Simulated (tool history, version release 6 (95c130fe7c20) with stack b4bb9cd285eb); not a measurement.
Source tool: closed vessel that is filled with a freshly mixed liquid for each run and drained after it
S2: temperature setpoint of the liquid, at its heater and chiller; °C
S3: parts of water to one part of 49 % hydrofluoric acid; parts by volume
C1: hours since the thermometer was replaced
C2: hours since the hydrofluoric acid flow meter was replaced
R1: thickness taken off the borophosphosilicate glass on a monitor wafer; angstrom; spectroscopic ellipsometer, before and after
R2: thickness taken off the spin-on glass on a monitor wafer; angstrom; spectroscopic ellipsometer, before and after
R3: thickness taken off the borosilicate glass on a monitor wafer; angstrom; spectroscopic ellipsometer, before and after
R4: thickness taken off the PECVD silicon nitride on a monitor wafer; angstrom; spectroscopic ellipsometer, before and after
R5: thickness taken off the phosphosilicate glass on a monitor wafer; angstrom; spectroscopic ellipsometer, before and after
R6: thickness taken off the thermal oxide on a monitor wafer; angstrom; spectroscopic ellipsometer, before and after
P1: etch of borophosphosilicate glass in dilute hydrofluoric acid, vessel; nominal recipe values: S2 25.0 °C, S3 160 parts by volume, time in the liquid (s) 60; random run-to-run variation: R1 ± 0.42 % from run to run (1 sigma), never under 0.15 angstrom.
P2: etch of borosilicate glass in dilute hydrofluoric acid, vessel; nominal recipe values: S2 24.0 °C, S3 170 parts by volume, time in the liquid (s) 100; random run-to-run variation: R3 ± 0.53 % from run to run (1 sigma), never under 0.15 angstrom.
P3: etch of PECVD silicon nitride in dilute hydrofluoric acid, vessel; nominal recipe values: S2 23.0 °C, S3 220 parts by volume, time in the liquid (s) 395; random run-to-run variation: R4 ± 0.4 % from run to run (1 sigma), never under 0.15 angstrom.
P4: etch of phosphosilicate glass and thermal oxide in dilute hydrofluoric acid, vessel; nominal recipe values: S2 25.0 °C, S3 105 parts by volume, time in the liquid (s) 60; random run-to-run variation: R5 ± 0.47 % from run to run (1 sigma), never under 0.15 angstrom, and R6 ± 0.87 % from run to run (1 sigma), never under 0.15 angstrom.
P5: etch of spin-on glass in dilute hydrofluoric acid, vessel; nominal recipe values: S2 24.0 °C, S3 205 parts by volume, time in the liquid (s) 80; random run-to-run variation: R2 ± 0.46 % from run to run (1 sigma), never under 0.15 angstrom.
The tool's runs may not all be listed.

{"run": 1, "hour": 5.1, "process that ran": "P1", "S2": 25.0, "S3": 160, "time in the liquid (s)": 60, "C1": 366.0, "C2": 873.6, "R1": 256.34}
{"run": 2, "hour": 15.0, "process that ran": "P1", "S2": 18.5, "S3": 160, "time in the liquid (s)": 60, "C1": 375.9, "C2": 883.5, "R1": 196.89}
{"run": 3, "hour": 22.8, "process that ran": "P1", "S2": 25.0, "S3": 295, "time in the liquid (s)": 60, "C1": 383.7, "C2": 891.3, "R1": 120.68}
{"run": 4, "hour": 32.3, "process that ran": "P5", "S2": 24.0, "S3": 205, "time in the liquid (s)": 80, "C1": 393.2, "C2": 900.8, "R2": 133.46}
{"run": 5, "hour": 39.1, "process that ran": "P5", "S2": 24.0, "S3": 345, "time in the liquid (s)": 80, "C1": 400.0, "C2": 907.6, "R2": 68.681}
{"run": 6, "hour": 48.5, "process that ran": "P5", "S2": 27.5, "S3": 205, "time in the liquid (s)": 80, "C1": 409.4, "C2": 917.0, "R2": 150.44}
{"run": 7, "hour": 57.2, "process that ran": "P2", "S2": 18.0, "S3": 170, "time in the liquid (s)": 100, "C1": 418.1, "C2": 925.7, "R3": 180.04}
{"run": 8, "hour": 66.6, "process that ran": "P2", "S2": 24.0, "S3": 170, "time in the liquid (s)": 100, "C1": 427.5, "C2": 935.1, "R3": 228.58}
{"run": 9, "hour": 75.3, "process that ran": "P3", "S2": 23.0, "S3": 220, "time in the liquid (s)": 395, "C1": 436.2, "C2": 943.8, "R4": 66.316}
{"run": 10, "hour": 82.7, "process that ran": "P2", "S2": 24.0, "S3": 30, "time in the liquid (s)": 100, "C1": 443.6, "C2": 951.2, "R3": 1533.5}
{"run": 11, "hour": 91.0, "process that ran": "P4", "S2": 25.0, "S3": 105, "time in the liquid (s)": 60, "C1": 451.9, "C2": 959.5, "R5": 1200.8, "R6": 27.258}
{"run": 12, "hour": 96.0, "process that ran": "P5", "S2": 24.0, "S3": 205, "time in the liquid (s)": 45, "C1": 456.9, "C2": 964.5, "R2": 74.852}
{"run": 13, "hour": 103.8, "process that ran": "P3", "S2": 23.0, "S3": 220, "time in the liquid (s)": 775, "C1": 464.7, "C2": 972.3, "R4": 129.05}
{"run": 14, "hour": 113.0, "process that ran": "P1", "S2": 28.5, "S3": 160, "time in the liquid (s)": 30, "C1": 473.9, "C2": 981.5, "R1": 145.43}
{"run": 15, "hour": 119.4, "process that ran": "P4", "S2": 25.0, "S3": 105, "time in the liquid (s)": 30, "C1": 480.3, "C2": 987.9, "R5": 597.24, "R6": 13.549}
{"run": 16, "hour": 130.2, "process that ran": "P3", "S2": 23.0, "S3": 345, "time in the liquid (s)": 395, "C1": 491.1, "C2": 998.7, "R4": 42.679}
{"run": 17, "hour": 135.2, "process that ran": "P4", "S2": 29.5, "S3": 105, "time in the liquid (s)": 60, "C1": 496.1, "C2": 1003.7, "R5": 1412.5, "R6": 32.302}
{"run": 18, "hour": 145.9, "process that ran": "P3", "S2": 23.0, "S3": 220, "time in the liquid (s)": 395, "C1": 506.8, "C2": 1014.4, "R4": 65.606}
{"run": 19, "hour": 153.3, "process that ran": "P1", "S2": 18.0, "S3": 55, "time in the liquid (s)": 60, "C1": 514.2, "C2": 1021.8, "R1": 630.91}
{"run": 20, "hour": 161.5, "process that ran": "P4", "S2": 25.0, "S3": 170, "time in the liquid (s)": 60, "C1": 522.4, "C2": 1030.0, "R5": 681.5, "R6": 15.975}
{"run": 21, "hour": 170.4, "process that ran": "P5", "S2": 24.0, "S3": 205, "time in the liquid (s)": 80, "C1": 531.3, "C2": 1038.9, "R2": 132.37}
{"run": 22, "hour": 176.1, "process that ran": "P1", "S2": 25.0, "S3": 160, "time in the liquid (s)": 60, "C1": 537.0, "C2": 1044.6, "R1": 254.47}
{"run": 23, "hour": 185.7, "process that ran": "P1", "S2": 25.0, "S3": 45, "time in the liquid (s)": 60, "C1": 546.6, "C2": 1054.2, "R1": 1045.4}
{"run": 24, "hour": 192.0, "process that ran": "P3", "S2": 18.0, "S3": 220, "time in the liquid (s)": 395, "C1": 552.9, "C2": 1060.5, "R4": 47.908}
{"run": 25, "hour": 200.4, "process that ran": "P1", "S2": 32.0, "S3": 160, "time in the liquid (s)": 60, "C1": 561.3, "C2": 1068.9, "R1": 329.88}
{"run": 26, "hour": 205.5, "process that ran": "P1", "S2": 25.0, "S3": 160, "time in the liquid (s)": 60, "C1": 566.4, "C2": 1074.0, "R1": 254.55}
{"run": 27, "hour": 213.5, "process that ran": "P1", "S2": 25.0, "S3": 160, "time in the liquid (s)": 60, "C1": 574.4, "C2": 1082.0, "R1": 255.06}
{"run": 28, "hour": 221.0, "process that ran": "P1", "S2": 25.0, "S3": 160, "time in the liquid (s)": 30, "C1": 581.9, "C2": 1089.5, "R1": 127.77}
{"run": 29, "hour": 228.0, "process that ran": "P1", "S2": 25.0, "S3": 160, "time in the liquid (s)": 60, "C1": 588.9, "C2": 1096.5, "R1": 255.5}
{"run": 30, "hour": 235.2, "process that ran": "P1", "S2": 29.5, "S3": 240, "time in the liquid (s)": 60, "C1": 596.1, "C2": 1103.7, "R1": 182.83}
{"run": 31, "hour": 240.8, "process that ran": "P1", "S2": 25.0, "S3": 160, "time in the liquid (s)": 110, "C1": 601.7, "C2": 1109.3, "R1": 470.31}
{"run": 32, "hour": 249.3, "process that ran": "P2", "S2": 24.0, "S3": 170, "time in the liquid (s)": 195, "C1": 610.2, "C2": 1117.8, "R3": 447.12}
{"run": 33, "hour": 255.6, "process that ran": "P1", "S2": 25.0, "S3": 160, "time in the liquid (s)": 60, "C1": 616.5, "C2": 1124.1, "R1": 253.69}
{"run": 34, "hour": 265.6, "process that ran": "P1", "S2": 25.0, "S3": 160, "time in the liquid (s)": 60, "C1": 626.5, "C2": 1134.1, "R1": 248.51}
{"run": 35, "hour": 276.1, "process that ran": "P1", "S2": 25.0, "S3": 160, "time in the liquid (s)": 60, "C1": 637.0, "C2": 1144.6, "R1": 242.99}
{"run": 36, "hour": 283.1, "process that ran": "P1", "S2": 25.0, "S3": 160, "time in the liquid (s)": 60, "C1": 644.0, "C2": 1151.6, "R1": 242.71}
{"run": 37, "hour": 288.1, "process that ran": "P1", "S2": 25.0, "S3": 160, "time in the liquid (s)": 60, "C1": 649.0, "C2": 1156.6, "R1": 241.14}
{"run": 38, "hour": 296.2, "process that ran": "P1", "S2": 25.0, "S3": 160, "time in the liquid (s)": 60, "C1": 657.1, "C2": 1164.7, "R1": 240.85}
{"run": 39, "hour": 302.8, "process that ran": "P1", "S2": 25.0, "S3": 160, "time in the liquid (s)": 60, "C1": 663.7, "C2": 1171.3, "R1": 238.9}
{"run": 40, "hour": 308.7, "process that ran": "P1", "S2": 25.0, "S3": 160, "time in the liquid (s)": 60, "C1": 669.6, "C2": 1177.2, "R1": 237.64}
{"run": 41, "hour": 318.5, "process that ran": "P1", "S2": 25.0, "S3": 160, "time in the liquid (s)": 60, "C1": 679.4, "C2": 1187.0, "R1": 238.24}
{"run": 42, "hour": 325.2, "process that ran": "P1", "S2": 25.0, "S3": 160, "time in the liquid (s)": 60, "C1": 686.1, "C2": 1193.7, "R1": 237.99}
{"run": 43, "hour": 334.4, "process that ran": "P1", "S2": 25.0, "S3": 160, "time in the liquid (s)": 60, "C1": 695.3, "C2": 1202.9, "R1": 236.76}
{"run": 44, "hour": 340.1, "process that ran": "P1", "S2": 25.0, "S3": 160, "time in the liquid (s)": 60, "C1": 701.0, "C2": 1208.6, "R1": 235.93}

What P1 gives has crept off from where it sat before. The 2 causes that follow fit the log equally well, each at the size noted:
A: hydrofluoric acid flow below the setpoint (%) = 5.72
B: liquid colder than its thermometer reads (K) = 1.85
At approximately hour 255.6, the process output began to creep.

Which of the 4 check runs listed below separates the causes, so that each cause would produce a clearly different result? Each run uses one wafer, and its results are marked with question marks.
{"run": "check 1", "hour": 345.8, "process that ran": "P4", "S2": 25.0, "S3": 105, "time in the liquid (s)": 60, "R5": "?", "R6": "?"}
{"run": "check 2", "hour": 345.8, "process that ran": "P2", "S2": 24.0, "S3": 170, "time in the liquid (s)": 100, "R3": "?"}
{"run": "check 3", "hour": 345.8, "process that ran": "P5", "S2": 24.0, "S3": 205, "time in the liquid (s)": 80, "R2": "?"}
{"run": "check 4", "hour": 345.8, "process that ran": "P3", "S2": 23.0, "S3": 220, "time in the liquid (s)": 395, "R4": "?"}

What each check would give under each cause:
check=check_1 result=R5 if_A=1116.00 if_B=1109.10
check=check_1 result=R6 if_A=25.417 if_B=25.261
check=check_2 result=R3 if_A=212.82 if_B=212.79
check=check_3 result=R2 if_A=123.630 if_B=124.040
check=check_4 result=R4 if_A=62.097 if_B=58.468
Per check, the gap between the least separated pair of causes, taken in the result that splits them most: check 1 0.62 %; check 2 0.01 %; check 3 0.33 %; check 4 6.02 %
Check 4 distinguishes between the causes, while the remaining checks would return nearly the same result for all of them.

Check 4 has now been run. It gave: R4 58.336 angstrom. Which of the candidate causes is it?

It was cause B: liquid colder than its thermometer reads (K).
